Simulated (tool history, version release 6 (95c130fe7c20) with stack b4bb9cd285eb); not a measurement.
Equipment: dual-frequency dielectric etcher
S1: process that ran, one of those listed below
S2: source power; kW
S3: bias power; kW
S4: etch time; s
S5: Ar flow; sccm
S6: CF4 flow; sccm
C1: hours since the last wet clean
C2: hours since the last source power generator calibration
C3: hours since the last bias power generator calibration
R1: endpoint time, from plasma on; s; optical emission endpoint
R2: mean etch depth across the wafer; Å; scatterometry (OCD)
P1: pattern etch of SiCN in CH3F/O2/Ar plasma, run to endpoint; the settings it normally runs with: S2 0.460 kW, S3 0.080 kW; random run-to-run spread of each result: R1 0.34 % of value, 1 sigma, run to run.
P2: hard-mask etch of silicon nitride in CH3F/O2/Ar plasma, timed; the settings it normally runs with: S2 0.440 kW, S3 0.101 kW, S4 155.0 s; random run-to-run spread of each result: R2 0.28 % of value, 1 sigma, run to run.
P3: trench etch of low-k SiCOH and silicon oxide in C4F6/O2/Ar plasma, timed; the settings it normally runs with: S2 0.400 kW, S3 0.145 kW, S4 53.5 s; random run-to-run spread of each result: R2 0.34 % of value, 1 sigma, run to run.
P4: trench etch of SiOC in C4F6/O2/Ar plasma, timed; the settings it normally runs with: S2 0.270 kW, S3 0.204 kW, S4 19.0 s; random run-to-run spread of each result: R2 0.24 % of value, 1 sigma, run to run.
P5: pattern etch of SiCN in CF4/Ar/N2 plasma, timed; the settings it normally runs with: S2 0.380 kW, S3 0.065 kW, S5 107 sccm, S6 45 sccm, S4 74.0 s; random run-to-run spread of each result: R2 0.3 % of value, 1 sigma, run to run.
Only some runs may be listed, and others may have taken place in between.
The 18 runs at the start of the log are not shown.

{"run": 19, "hour": 222.6, "S1": "P5", "S2": 0.38, "S3": 0.065, "S4": 74.0, "S5": 107, "S6": 45, "C1": 316.5, "C2": 1237.6, "C3": 2430.4, "R2": 483.41}
{"run": 20, "hour": 235.9, "S1": "P5", "S2": 0.38, "S3": 0.065, "S4": 74.0, "S5": 107, "S6": 62, "C1": 329.8, "C2": 1250.9, "C3": 2443.7, "R2": 510.7}
{"run": 21, "hour": 250.1, "S1": "P3", "S2": 0.4, "S3": 0.198, "S4": 53.5, "C1": 344.0, "C2": 1265.1, "C3": 2457.9, "R2": 1868.1}
{"run": 22, "hour": 258.8, "S1": "P2", "S2": 0.44, "S3": 0.127, "S4": 155.0, "C1": 352.7, "C2": 1273.8, "C3": 2466.6, "R2": 1354.3}
{"run": 23, "hour": 271.3, "S1": "P4", "S2": 0.38, "S3": 0.204, "S4": 19.0, "C1": 365.2, "C2": 1286.3, "C3": 2479.1, "R2": 398.66}
{"run": 24, "hour": 281.8, "S1": "P5", "S2": 0.52, "S3": 0.065, "S4": 74.0, "S5": 107, "S6": 45, "C1": 375.7, "C2": 1296.8, "C3": 2489.6, "R2": 636.42}
{"run": 25, "hour": 297.3, "S1": "P4", "S2": 0.27, "S3": 0.141, "S4": 19.0, "C1": 391.2, "C2": 1312.3, "C3": 2505.1, "R2": 309.14}
{"run": 26, "hour": 307.0, "S1": "P1", "S2": 0.46, "S3": 0.08, "C1": 400.9, "C2": 1322.0, "C3": 2514.8, "R1": 14.569}

The next listed run, before its measurement:
{"run": 27, "hour": 317.3, "S1": "P1", "S2": 0.46, "S3": 0.08, "C1": 411.2, "C2": 1332.3, "C3": 2525.1, "R1": "?"}

For run 27 the tool returned R1 14.578 s.

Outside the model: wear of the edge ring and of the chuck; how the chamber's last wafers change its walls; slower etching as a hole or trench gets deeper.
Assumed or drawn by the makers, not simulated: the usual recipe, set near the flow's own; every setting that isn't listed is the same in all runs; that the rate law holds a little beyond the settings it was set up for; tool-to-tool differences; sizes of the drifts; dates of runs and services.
